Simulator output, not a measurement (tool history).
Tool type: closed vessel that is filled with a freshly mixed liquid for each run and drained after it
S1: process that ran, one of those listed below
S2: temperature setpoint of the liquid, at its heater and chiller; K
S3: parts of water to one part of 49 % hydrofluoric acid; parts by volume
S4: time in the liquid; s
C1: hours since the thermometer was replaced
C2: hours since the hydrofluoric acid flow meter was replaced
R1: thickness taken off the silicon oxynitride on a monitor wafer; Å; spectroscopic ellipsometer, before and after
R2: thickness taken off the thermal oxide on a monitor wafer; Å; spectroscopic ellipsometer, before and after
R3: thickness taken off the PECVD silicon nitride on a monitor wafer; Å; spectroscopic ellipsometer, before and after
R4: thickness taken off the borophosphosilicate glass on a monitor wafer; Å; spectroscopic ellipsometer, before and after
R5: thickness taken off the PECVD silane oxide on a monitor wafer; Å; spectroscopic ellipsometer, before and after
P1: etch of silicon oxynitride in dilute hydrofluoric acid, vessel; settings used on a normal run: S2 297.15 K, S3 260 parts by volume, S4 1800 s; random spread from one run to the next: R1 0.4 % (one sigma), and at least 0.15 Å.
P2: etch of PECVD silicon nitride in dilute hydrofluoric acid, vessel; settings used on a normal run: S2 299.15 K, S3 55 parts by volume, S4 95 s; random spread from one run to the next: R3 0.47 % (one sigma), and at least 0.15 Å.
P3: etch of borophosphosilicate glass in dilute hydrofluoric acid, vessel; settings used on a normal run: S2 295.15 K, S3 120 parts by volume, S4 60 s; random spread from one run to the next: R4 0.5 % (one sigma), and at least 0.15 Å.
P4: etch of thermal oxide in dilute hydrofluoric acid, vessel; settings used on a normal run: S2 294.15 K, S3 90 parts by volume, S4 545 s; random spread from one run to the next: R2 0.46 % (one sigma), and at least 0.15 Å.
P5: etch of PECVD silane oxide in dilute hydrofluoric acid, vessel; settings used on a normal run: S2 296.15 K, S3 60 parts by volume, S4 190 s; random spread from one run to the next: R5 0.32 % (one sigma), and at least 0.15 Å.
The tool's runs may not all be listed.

| run | hour | S1 | S2 | S3 | S4 | C1 | C2 | R1 | R2 | R3 | R4 | R5 |
|---|---|---|---|---|---|---|---|---|---|---|---|---|
| 1 | 16 | P1 | 297.15 | 260 | 1800 | 2111.7 | 388.1 | 219.19 |  |  |  |  |
| 2 | 29.3 | P1 | 297.15 | 260 | 1800 | 2125 | 401.4 | 218.25 |  |  |  |  |
| 3 | 42 | P4 | 294.15 | 90 | 545 | 2137.7 | 414.1 |  | 235.72 |  |  |  |
| 4 | 51.3 | P4 | 294.15 | 160 | 545 | 2147 | 423.4 |  | 122.3 |  |  |  |
| 5 | 63.2 | P1 | 297.15 | 260 | 1800 | 2158.9 | 435.3 | 216.83 |  |  |  |  |
| 6 | 72.8 | P2 | 299.15 | 55 | 45 | 2168.5 | 444.9 |  |  | 31.726 |  |  |
| 7 | 81.5 | P1 | 297.15 | 100 | 1800 | 2177.2 | 453.6 | 638.61 |  |  |  |  |
| 8 | 99.4 | P4 | 294.15 | 90 | 1045 | 2195.1 | 471.5 |  | 450.31 |  |  |  |
| 9 | 111.1 | P4 | 298.15 | 90 | 545 | 2206.8 | 483.2 |  | 274.86 |  |  |  |
| 10 | 122.3 | P3 | 302.65 | 120 | 60 | 2218 | 494.4 |  |  |  | 299.72 |  |
| 11 | 132.3 | P1 | 297.15 | 260 | 410 | 2228 | 504.4 | 49.766 |  |  |  |  |
| 12 | 151.2 | P1 | 303.15 | 260 | 1800 | 2246.9 | 523.3 | 278.88 |  |  |  |  |
| 13 | 168 | P1 | 303.15 | 100 | 1800 | 2263.7 | 540.1 | 838.58 |  |  |  |  |
| 14 | 183.1 | P1 | 301.65 | 85 | 1800 | 2278.8 | 555.2 | 937.82 |  |  |  |  |
| 15 | 196.2 | P1 | 297.15 | 260 | 3355 | 2291.9 | 568.3 | 406.86 |  |  |  |  |
| 16 | 207.9 | P1 | 297.15 | 260 | 1800 | 2303.6 | 580 | 216.63 |  |  |  |  |
| 17 | 216.1 | P5 | 296.15 | 60 | 190 | 2311.8 | 588.2 |  |  |  |  | 482.35 |
| 18 | 228.7 | P5 | 296.15 | 60 | 190 | 2324.4 | 600.8 |  |  |  |  | 484.38 |
| 19 | 239.3 | P1 | 290.15 | 260 | 1800 | 2335 | 611.4 | 158.88 |  |  |  |  |
| 20 | 257.9 | P2 | 299.15 | 20 | 95 | 2353.6 | 630 |  |  | 178.09 |  |  |
| 21 | 270.1 | P5 | 302.65 | 60 | 190 | 2365.8 | 642.2 |  |  |  |  | 626.15 |
| 22 | 283.2 | P5 | 296.15 | 60 | 30 | 2378.9 | 655.3 |  |  |  |  | 76.027 |
| 23 | 296.1 | P1 | 297.15 | 260 | 1800 | 2391.8 | 668.2 | 216.45 |  |  |  |  |
| 24 | 307.3 | P5 | 296.15 | 40 | 190 | 2403 | 679.4 |  |  |  |  | 744.4 |
| 25 | 324.3 | P3 | 295.15 | 120 | 30 | 2420 | 696.4 |  |  |  | 113.28 |  |
| 26 | 341.4 | P1 | 297.15 | 260 | 1800 | 2437.1 | 713.5 | 217.3 |  |  |  |  |
| 27 | 353.7 | P1 | 297.15 | 445 | 1800 | 2449.4 | 725.8 | 112 |  |  |  |  |
| 28 | 370.4 | P1 | 297.15 | 260 | 1800 | 2466.1 | 742.5 | 217.46 |  |  |  |  |
| 29 | 381.6 | P2 | 299.15 | 55 | 95 | 2477.3 | 753.7 |  |  | 67.552 |  |  |
| 30 | 399.4 | P3 | 295.15 | 55 | 60 | 2495.1 | 771.5 |  |  |  | 529.16 |  |
| 31 | 407.8 | P2 | 291.15 | 55 | 95 | 2503.5 | 779.9 |  |  | 38.652 |  |  |
| 32 | 425.4 | P2 | 299.15 | 55 | 95 | 2521.1 | 797.5 |  |  | 66.904 |  |  |
| 33 | 435.7 | P3 | 295.15 | 120 | 60 | 2531.4 | 807.8 |  |  |  | 224.57 |  |
| 34 | 447.6 | P1 | 297.15 | 260 | 1800 | 2543.3 | 819.7 | 217.33 |  |  |  |  |
| 35 | 460.2 | P1 | 297.15 | 260 | 1800 | 2555.9 | 832.3 | 223.95 |  |  |  |  |

The next listed run, before its measurement:
| 36 | 473.8 | P1 | 297.15 | 260 | 1800 | 2569.5 | 845.9 | ? |  |  |  |  |

Run 36 came out at R1 227.22 Å.
